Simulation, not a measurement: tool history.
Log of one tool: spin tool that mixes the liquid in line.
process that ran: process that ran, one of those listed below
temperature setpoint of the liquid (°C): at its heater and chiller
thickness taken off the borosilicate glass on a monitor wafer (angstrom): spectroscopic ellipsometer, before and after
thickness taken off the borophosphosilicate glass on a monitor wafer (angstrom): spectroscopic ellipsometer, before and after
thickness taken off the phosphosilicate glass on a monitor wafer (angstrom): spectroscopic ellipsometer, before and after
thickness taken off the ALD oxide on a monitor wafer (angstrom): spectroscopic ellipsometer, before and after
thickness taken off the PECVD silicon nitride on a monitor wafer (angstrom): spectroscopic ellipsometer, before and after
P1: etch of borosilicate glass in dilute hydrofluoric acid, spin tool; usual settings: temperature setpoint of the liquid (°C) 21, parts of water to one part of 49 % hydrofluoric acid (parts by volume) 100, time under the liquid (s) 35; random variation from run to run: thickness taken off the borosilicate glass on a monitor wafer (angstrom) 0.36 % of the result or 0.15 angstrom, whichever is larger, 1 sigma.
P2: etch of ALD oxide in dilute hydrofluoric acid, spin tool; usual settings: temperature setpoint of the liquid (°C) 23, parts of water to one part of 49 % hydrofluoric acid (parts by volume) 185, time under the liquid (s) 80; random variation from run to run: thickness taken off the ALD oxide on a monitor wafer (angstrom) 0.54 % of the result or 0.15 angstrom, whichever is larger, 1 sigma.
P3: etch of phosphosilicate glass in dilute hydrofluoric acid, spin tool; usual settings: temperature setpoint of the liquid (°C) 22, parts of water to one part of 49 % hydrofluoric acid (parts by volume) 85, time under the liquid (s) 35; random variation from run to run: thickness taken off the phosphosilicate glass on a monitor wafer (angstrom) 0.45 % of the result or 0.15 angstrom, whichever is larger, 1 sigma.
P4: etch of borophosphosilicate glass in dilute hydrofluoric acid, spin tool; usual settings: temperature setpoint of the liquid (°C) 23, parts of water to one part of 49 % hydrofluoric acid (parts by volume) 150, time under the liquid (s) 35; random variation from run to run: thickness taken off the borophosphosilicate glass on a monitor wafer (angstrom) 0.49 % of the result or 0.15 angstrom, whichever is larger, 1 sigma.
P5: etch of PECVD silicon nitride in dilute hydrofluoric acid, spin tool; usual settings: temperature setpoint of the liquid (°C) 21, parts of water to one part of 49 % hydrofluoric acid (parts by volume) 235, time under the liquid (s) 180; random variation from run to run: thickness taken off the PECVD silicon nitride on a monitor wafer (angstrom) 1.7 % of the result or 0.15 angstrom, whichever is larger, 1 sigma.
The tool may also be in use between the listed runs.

run	hour	process that ran	temperature setpoint of the liquid (°C)	parts of water to one part of 49 % hydrofluoric acid (parts by volume)	time under the liquid (s)	hours since the thermometer was replaced	hours since the hydrofluoric acid flow meter was replaced	thickness taken off the borosilicate glass on a monitor wafer (angstrom)	thickness taken off the borophosphosilicate glass on a monitor wafer (angstrom)	thickness taken off the phosphosilicate glass on a monitor wafer (angstrom)	thickness taken off the ALD oxide on a monitor wafer (angstrom)	thickness taken off the PECVD silicon nitride on a monitor wafer (angstrom)
1	10.5	P1	21	100	35	499.8	395.8	114.53				
2	21.1	P4	23	150	60	510.4	406.4		96.976			
3	34	P1	21	100	15	523.3	419.3	49.123				
4	43.5	P1	21	165	35	532.8	428.8	64.757				
5	59.8	P3	22	85	35	549.1	445.1			269.7		
6	76.1	P4	23	150	35	565.4	461.4		56.405			
7	88.7	P1	21	45	35	578	474	271.89				
8	100.2	P2	23	185	80	589.5	485.5				115.78	
9	117.5	P1	26.5	100	35	606.8	502.8	142.43				
10	131.3	P4	23	25	35	620.6	516.6		395.75			
11	147.9	P5	21	235	180	637.2	533.2					12.74
12	159.9	P1	21	100	35	649.2	545.2	114.24				
13	177.2	P3	26	85	35	666.5	562.5			314.86		
14	187.3	P1	21	100	35	676.6	572.6	114.57				
15	202.5	P2	23	185	150	691.8	587.8				219.77	
16	215.1	P2	23	185	80	704.4	600.4				115.36	
17	229.5	P1	21	100	35	718.8	614.8	114.72				
# hour 235.3: hydrofluoric acid flow meter replaced
18	246.3	P1	17	100	35	735.6	11	97.558				
19	261.8	P1	21	180	15	751.1	26.5	25.1				
20	277.6	P5	21	70	180	766.9	42.3					40.004
21	285.8	P3	22	145	35	775.1	50.5			146.38		
22	299.7	P1	21	100	50	789	64.4	162.7				
23	316.3	P1	21	100	35	805.6	81	113.95				
24	326.1	P3	22	85	35	815.4	90.8			269		
25	340.3	P4	17	150	35	829.6	105		44.612			
26	357.4	P1	21	100	35	846.7	122.1	115.18				
27	368.4	P1	21	100	35	857.7	133.1	114.47				
28	377.9	P5	21	235	285	867.2	142.6					20.185
29	387.4	P2	23	45	80	876.7	152.1				560.45	
30	398.4	P5	17	235	180	887.7	163.1					9.556
31	409.5	P2	31.5	185	80	898.8	174.2				156.12	
32	421.7	P3	22	85	60	911	186.4			458.24		
33	434.2	P1	21	100	35	923.5	198.9	114.7				
34	449.7	P1	21	100	35	939	214.4	119.71				
35	465.1	P1	21	100	35	954.4	229.8	122.1				
36	478.5	P1	21	100	35	967.8	243.2	123.55				
37	488.8	P1	21	100	35	978.1	253.5	124.43				
38	500.1	P1	21	100	35	989.4	264.8	124.57				
39	515.2	P1	21	100	35	1004.5	279.9	125.02				
40	529.6	P1	21	100	35	1018.9	294.3	125.74				
41	537.1	P1	21	100	35	1026.4	301.8	126.02				
42	544.7	P1	21	100	35	1034	309.4	125.98				

What P1 gives has crept away from where it was. These 2 causes fit the log equally well, each at the size given:
A: liquid hotter than its thermometer reads (K) = 2.29
B: hydrofluoric acid flow above the setpoint (%) = 8.66
The creep began at about hour 434.2.

4 check runs are offered, each on 5 wafers whose results are averaged, their results left as question marks. Which one tells the causes apart?
check 1	552.3	P3	22	115	60					?		
check 2	552.3	P5	21	160	285							?
check 3	552.3	P4	20	150	50				?			
check 4	552.3	P2	23	105	80						?	

What each check would give under each cause:
check	result	if A	if B
check 1	thickness taken off the phosphosilicate glass on a monitor wafer (angstrom)	359.42	360.57
check 2	thickness taken off the PECVD silicon nitride on a monitor wafer (angstrom)	33.613	31.391
check 3	thickness taken off the borophosphosilicate glass on a monitor wafer (angstrom)	78.545	78.975
check 4	thickness taken off the ALD oxide on a monitor wafer (angstrom)	244.33	245.02
How far apart the two closest causes lie, in the result that separates them most: check 1 0.32 %; check 2 6.84 %; check 3 0.55 %; check 4 0.28 %
Only check 2 tells the causes apart: in the others they would give nearly the same result.

Check 2 was then run and gave: thickness taken off the PECVD silicon nitride on a monitor wafer (angstrom) 31.598. Which cause is it?

It is B: hydrofluoric acid flow above the setpoint (%).
